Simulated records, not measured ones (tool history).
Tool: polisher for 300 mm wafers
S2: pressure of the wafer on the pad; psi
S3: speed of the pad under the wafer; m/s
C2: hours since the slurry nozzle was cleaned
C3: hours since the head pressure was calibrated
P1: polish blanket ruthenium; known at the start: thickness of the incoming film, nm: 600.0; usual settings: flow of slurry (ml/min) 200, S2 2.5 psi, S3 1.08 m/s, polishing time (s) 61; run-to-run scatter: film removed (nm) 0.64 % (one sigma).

{"run": 1, "day": 0.279, "flow of slurry (ml/min)": 200, "S2": 2.5, "S3": 1.08, "polishing time (s)": 61, "wafers polished on this pad": 264, "C2": 288.2, "C3": 272.1, "film removed (nm)": 93.928}
{"run": 2, "day": 0.496, "flow of slurry (ml/min)": 200, "S2": 2.5, "S3": 1.58, "polishing time (s)": 61, "wafers polished on this pad": 305, "C2": 293.4, "C3": 277.3, "film removed (nm)": 138.24}
{"run": 3, "day": 0.846, "flow of slurry (ml/min)": 200, "S2": 2.5, "S3": 1.08, "polishing time (s)": 61, "wafers polished on this pad": 372, "C2": 301.8, "C3": 285.7, "film removed (nm)": 94.648}
{"day": 0.983, "done": "head pressure recalibrated"}
{"run": 4, "day": 1.121, "flow of slurry (ml/min)": 200, "S2": 2.5, "S3": 1.08, "polishing time (s)": 61, "wafers polished on this pad": 425, "C2": 308.4, "C3": 3.3, "film removed (nm)": 93.624}
{"run": 5, "day": 1.429, "flow of slurry (ml/min)": 200, "S2": 1.5, "S3": 1.08, "polishing time (s)": 61, "wafers polished on this pad": 484, "C2": 315.8, "C3": 10.7, "film removed (nm)": 56.561}
{"run": 6, "day": 1.775, "flow of slurry (ml/min)": 120, "S2": 2.5, "S3": 1.08, "polishing time (s)": 61, "wafers polished on this pad": 551, "C2": 324.1, "C3": 19.0, "film removed (nm)": 85.416}
{"run": 7, "day": 2.071, "flow of slurry (ml/min)": 200, "S2": 4.0, "S3": 1.08, "polishing time (s)": 61, "wafers polished on this pad": 607, "C2": 331.2, "C3": 26.1, "film removed (nm)": 150.16}
{"run": 8, "day": 2.479, "flow of slurry (ml/min)": 200, "S2": 2.5, "S3": 1.08, "polishing time (s)": 61, "wafers polished on this pad": 686, "C2": 341.0, "C3": 35.9, "film removed (nm)": 93.806}
{"run": 9, "day": 2.725, "flow of slurry (ml/min)": 200, "S2": 2.5, "S3": 0.76, "polishing time (s)": 61, "wafers polished on this pad": 733, "C2": 346.9, "C3": 41.8, "film removed (nm)": 66.372}
{"day": 2.988, "done": "worn pad replaced by a new one"}
{"run": 10, "day": 3.092, "flow of slurry (ml/min)": 200, "S2": 2.5, "S3": 1.08, "polishing time (s)": 61, "wafers polished on this pad": 20, "C2": 355.7, "C3": 50.6, "film removed (nm)": 94.101}
{"run": 11, "day": 3.538, "flow of slurry (ml/min)": 200, "S2": 2.5, "S3": 1.08, "polishing time (s)": 37, "wafers polished on this pad": 106, "C2": 366.4, "C3": 61.3, "film removed (nm)": 56.866}
{"run": 12, "day": 3.821, "flow of slurry (ml/min)": 200, "S2": 2.5, "S3": 1.08, "polishing time (s)": 80, "wafers polished on this pad": 160, "C2": 373.2, "C3": 68.1, "film removed (nm)": 123.47}
{"run": 13, "day": 4.121, "flow of slurry (ml/min)": 200, "S2": 3.9, "S3": 1.48, "polishing time (s)": 61, "wafers polished on this pad": 217, "C2": 380.4, "C3": 75.3, "film removed (nm)": 200.46}
{"run": 14, "day": 4.429, "flow of slurry (ml/min)": 200, "S2": 2.5, "S3": 1.08, "polishing time (s)": 61, "wafers polished on this pad": 277, "C2": 387.8, "C3": 82.7, "film removed (nm)": 94.53}
{"run": 15, "day": 4.8, "flow of slurry (ml/min)": 275, "S2": 2.5, "S3": 1.08, "polishing time (s)": 61, "wafers polished on this pad": 348, "C2": 396.7, "C3": 91.6, "film removed (nm)": 97.523}
{"run": 16, "day": 5.008, "flow of slurry (ml/min)": 200, "S2": 2.5, "S3": 1.08, "polishing time (s)": 61, "wafers polished on this pad": 388, "C2": 401.7, "C3": 96.6, "film removed (nm)": 92.503}
{"run": 17, "day": 5.342, "flow of slurry (ml/min)": 200, "S2": 2.5, "S3": 1.08, "polishing time (s)": 61, "wafers polished on this pad": 452, "C2": 409.7, "C3": 104.6, "film removed (nm)": 91.662}
{"run": 18, "day": 5.533, "flow of slurry (ml/min)": 200, "S2": 2.5, "S3": 1.08, "polishing time (s)": 61, "wafers polished on this pad": 488, "C2": 414.3, "C3": 109.2, "film removed (nm)": 90.868}

Run 19 comes next. What will it give?
{"run": 19, "day": 5.983, "flow of slurry (ml/min)": 200, "S2": 2.5, "S3": 1.08, "polishing time (s)": 61, "wafers polished on this pad": 575, "C2": 425.1, "C3": 120.0, "film removed (nm)": "?"}

{"run 19": {"film removed (nm)": 89.945}}
